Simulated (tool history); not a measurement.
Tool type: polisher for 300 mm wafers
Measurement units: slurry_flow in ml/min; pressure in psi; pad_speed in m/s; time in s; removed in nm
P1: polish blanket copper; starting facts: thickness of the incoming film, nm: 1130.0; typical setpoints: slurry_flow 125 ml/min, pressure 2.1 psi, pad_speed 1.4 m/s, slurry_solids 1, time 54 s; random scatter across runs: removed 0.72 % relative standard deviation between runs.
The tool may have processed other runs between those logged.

run	hour	slurry_flow	pressure	pad_speed	slurry_solids	time	wafers polished on this pad	hours since the slurry nozzle was cleaned	hours since the head pressure was calibrated	hours since the slurry blender was calibrated	removed
1	11.4	125	2.1	1.4	1	54	1325	328.5	198.3	107.2	162.74
2	21.7	125	2.1	0.98	1	54	1480	338.8	208.6	117.5	113.68
3	30.8	125	2.1	1.4	1	54	1618	347.9	217.7	126.6	162.16
4	37.3	125	2.1	1.4	1.4	54	1716	354.4	224.2	133.1	175.64
5	48.8	125	2.1	1.4	1	54	1890	365.9	235.7	144.6	163.53
6	59.1	125	2.1	1.4	0.75	54	2045	376.2	246	154.9	154.14
7	65.2	125	2.1	1.4	1	40	2138	382.3	252.1	161	122.1
8	76.4	125	2.1	1.4	1	54	2307	393.5	263.3	172.2	164.83
9	83.9	125	1	1.4	1	54	2420	401	270.8	179.7	78.054
10	92.7	125	2.1	1.92	1	54	2553	409.8	279.6	188.5	223.16
11	105.9	75	2.1	1.4	1	54	2753	423	292.8	201.7	143.63
12	119.7	125	3.2	1.4	1	54	2961	436.8	306.6	215.5	250
13	127.8	125	2.1	1.4	1	72	3084	444.9	314.7	223.6	218.57
14	134.6	125	2.1	1.4	1	54	3186	451.7	321.5	230.4	162.72
15	140.7	125	2.1	1.4	1	54	3279	457.8	327.6	236.5	163.96
16	148.2	190	2.1	1.4	1	54	3392	465.3	335.1	244	177.61
17	155.2	80	2.1	1.78	1	54	3498	472.3	342.1	251	185.99
18	165.3	125	2.1	1.4	1	54	3650	482.4	352.2	261.1	161.57
19	176.9	125	2.1	1.4	1	54	3826	494	363.8	272.7	158.47
20	188.9	125	2.1	1.4	1	54	4007	506	375.8	284.7	155.02
# hour 202.7: worn pad replaced by a new one
21	202.9	125	2.1	1.4	1	54	3	520	389.8	298.7	151.98
# hour 210.2: slurry blender recalibrated
22	214.9	125	2.1	1.4	1	54	184	532	401.8	4.7	151.22
23	226.1	125	2.1	1.4	1	54	353	543.2	413	15.9	149.83
24	239.8	125	2.1	1.4	1	54	560	556.9	426.7	29.6	147.63
25	249.1	125	2.1	1.4	1	54	701	566.2	436	38.9	147.72
26	261.1	125	2.1	1.4	1	54	882	578.2	448	50.9	148.95

What P1 gives has crept away from where it was. These 2 causes fit the log equally well, each at the size given:
A: slurry flow missing at the pad, % = 33.2
B: head's pressure below its setpoint, % = 9.46
The onset of the drift is placed at about hour 165.3.
What rules out each remaining cause:
removal rate lost through wear of the pad, %: serviced after onset, at hour 202.7, with no recovery of the prior output
abrasive missing from the slurry, %: serviced after onset, at hour 210.2, with no recovery of the prior output

The list below offers 4 check runs, each averaging the results of 3 wafers, and shows each result as a question mark. For which of them would the listed causes give clearly different results?
check 1	273.1	125	3.1	1.4	1	54					?
check 2	273.1	125	2.9	1.4	1	54					?
check 3	273.1	125	3	1.4	1	54					?
check 4	273.1	185	2.1	1.4	1	54					?

Predicted outcomes, by check and by cause:
check	result	if A	if B
check 1	removed	218.67	218.66
check 2	removed	204.56	204.55
check 3	removed	211.62	211.6
check 4	removed	163.22	158.44
Separation of the two closest causes in each check, using whichever result separates them best: check 1 0.01 %; check 2 0.01 %; check 3 0.01 %; check 4 2.97 %
Of the check runs offered, only check 4 discriminates between the causes; the rest would read about the same regardless of which cause applies.

Check 4 has now been run. It gave: removed 163.01 nm. Which of the candidate causes is it?

A is the cause: slurry flow missing at the pad, %.

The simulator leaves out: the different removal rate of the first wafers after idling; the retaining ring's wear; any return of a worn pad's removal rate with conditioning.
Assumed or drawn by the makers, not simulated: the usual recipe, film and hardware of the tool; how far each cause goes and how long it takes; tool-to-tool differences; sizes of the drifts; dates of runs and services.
